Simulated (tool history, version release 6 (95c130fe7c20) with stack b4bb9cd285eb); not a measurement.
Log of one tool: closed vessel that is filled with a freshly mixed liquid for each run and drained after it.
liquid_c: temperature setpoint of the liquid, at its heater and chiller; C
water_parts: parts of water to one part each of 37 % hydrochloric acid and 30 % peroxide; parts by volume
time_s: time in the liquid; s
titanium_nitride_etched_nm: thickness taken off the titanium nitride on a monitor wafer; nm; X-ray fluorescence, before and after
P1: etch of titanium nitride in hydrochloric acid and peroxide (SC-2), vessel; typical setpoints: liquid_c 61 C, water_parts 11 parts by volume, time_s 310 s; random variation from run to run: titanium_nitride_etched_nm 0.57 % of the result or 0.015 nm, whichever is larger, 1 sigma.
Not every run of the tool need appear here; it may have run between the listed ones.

run   hour  liquid_c  water_parts  time_s  hours since the thermometer was replaced  hours since the chemicals flow meter was replaced  hours since the drum of peroxide was connected  titanium_nitride_etched_nm
  1   17.2        61           11     310                                    1423.2                                              124.6                                           344.9                      18.232
  2   32.7        61           11     310                                    1438.7                                              140.1                                           360.4                      18.276
  3   49.5        61           11     310                                    1455.5                                              156.9                                           377.2                      18.359
  4   64.8        61           11     610                                    1470.8                                              172.2                                           392.5                      36.229
  5   82.1        61           11     310                                    1488.1                                              189.5                                           409.8                      18.489
  6     98        72            7     310                                      1504                                              205.4                                           425.7                      51.049
  7    109        46           11     310                                      1515                                              216.4                                           436.7                      6.9359
  8    118        61           17     310                                      1524                                              225.4                                           445.7                      12.515
  9  135.2        61           11     310                                    1541.2                                              242.6                                           462.9                       18.51
 10  144.3        61          4.5     310                                    1550.3                                              251.7                                             472                      36.636
 11  154.6        61         16.5      75                                    1560.6                                                262                                           482.3                      3.1317
 12    169        72           11     310                                      1575                                              276.4                                           496.7                      35.463
 13  180.4        61           11     310                                    1586.4                                              287.8                                           508.1                      18.357
 14  193.5        61           11     310                                    1599.5                                              300.9                                           521.2                      18.144
     198.4  -- thermometer replaced
 15  202.6        61           11      30                                       4.2                                                310                                           530.3                      1.7857
 16  217.7        61            4     605                                      19.3                                              325.1                                           545.4                      76.755
 17    229        61           11     310                                      30.6                                              336.4                                           556.7                      18.673
 18  241.9        61           11     310                                      43.5                                              349.3                                           569.6                      17.812
 19  259.2        61           11     310                                      60.8                                              366.6                                           586.9                      17.161
 20  270.3        61           11     310                                      71.9                                              377.7                                             598                      16.946
       272  -- new drum of peroxide connected
 21  284.1        61           11     310                                      85.7                                              391.5                                            12.2                      16.808
 22  292.2        61           11     310                                      93.8                                              399.6                                            20.3                      16.761
 23  309.3        61           11     310                                     110.9                                              416.7                                            37.4                       16.76
 24  326.4        61           11     310                                       128                                              433.8                                            54.5                      16.696

Something has made what P1 gives creep away from where it was; the 2 causes below, each at its own stated size, fit the log equally well:
A: liquid colder than its thermometer reads (K) = 1.51
B: chemicals flow below the setpoint (%) = 10.5
The process output started creeping at around hour 229.
What rules out each remaining cause:
peroxide weaker than its label (%): serviced at hour 272, after the drift had started, without restoring the earlier output

Consider the 4 check runs below, whose results appear as question marks and each of which averages 5 wafers. Which one distinguishes the causes, in that each cause would give it a clearly different result?
check 1  343.5        72           11      30                                                                                                                                                                        ?
check 2  343.5      48.5            5     310                                                                                                                                                                        ?
check 3  343.5      51.5           11      45                                                                                                                                                                        ?
check 4  343.5        61         15.5     605                                                                                                                                                                        ?

Expected result of each check under each candidate cause:
  check                      result    if A    if B
check 1  titanium_nitride_etched_nm  3.1595  3.1405
check 2  titanium_nitride_etched_nm  13.702      14
check 3  titanium_nitride_etched_nm  1.3106  1.3179
check 4  titanium_nitride_etched_nm   24.22  24.117
Per-check spread between the two closest causes, in the result where they differ most: check 1 0.6 %; check 2 2.16 %; check 3 0.55 %; check 4 0.42 %
Only in check 2 would the causes give clearly different results; in the remaining checks their results would be nearly the same.

After running check 2, the following was obtained: titanium_nitride_etched_nm 14.004 nm. Which cause does this point to?

The cause is B: chemicals flow below the setpoint (%).

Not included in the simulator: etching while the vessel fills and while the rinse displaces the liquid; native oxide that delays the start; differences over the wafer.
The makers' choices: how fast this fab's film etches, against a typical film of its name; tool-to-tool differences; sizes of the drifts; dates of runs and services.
